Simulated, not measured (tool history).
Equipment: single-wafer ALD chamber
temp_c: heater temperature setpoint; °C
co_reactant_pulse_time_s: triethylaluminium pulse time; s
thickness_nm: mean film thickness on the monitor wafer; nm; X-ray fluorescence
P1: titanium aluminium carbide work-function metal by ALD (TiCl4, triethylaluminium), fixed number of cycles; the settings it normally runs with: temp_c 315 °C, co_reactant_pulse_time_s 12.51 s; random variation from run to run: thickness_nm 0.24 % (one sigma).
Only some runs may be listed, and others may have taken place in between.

run   hour  temp_c  co_reactant_pulse_time_s  hours since the last thermocouple change  hours since the last triethylaluminium bottle change  thickness_nm
  1   12.3     315                     12.51                                     681.7                                                 954.5        2.2818
  2   20.5     315                     12.51                                     689.9                                                 962.7        2.2822
  3   32.9     298                     12.51                                     702.3                                                 975.1        2.1131
  4   45.5     334                     16.57                                     714.9                                                 987.7        2.4905
  5   56.1     315                      6.22                                     725.5                                                 998.3         2.042
  6   67.1     294                     19.76                                     736.5                                                1009.3        2.1196
  7     79     315                     12.51                                     748.4                                                1021.2        2.2906
  8   89.2     315                     12.51                                     758.6                                                1031.4        2.2832
  9   98.3     315                     17.29                                     767.7                                                1040.5        2.3022
 10  112.5     315                     12.51                                     781.9                                                1054.7        2.2818
 11  123.3     338                     12.51                                     792.7                                                1065.5        2.4985
 12  136.7     315                     12.51                                     806.1                                                1078.9        2.2829

Expected results for the next run?
 13  146.3     315                     12.51                                     815.7                                                1088.5             ?

{"run 13": {"thickness_nm": 2.2751}}
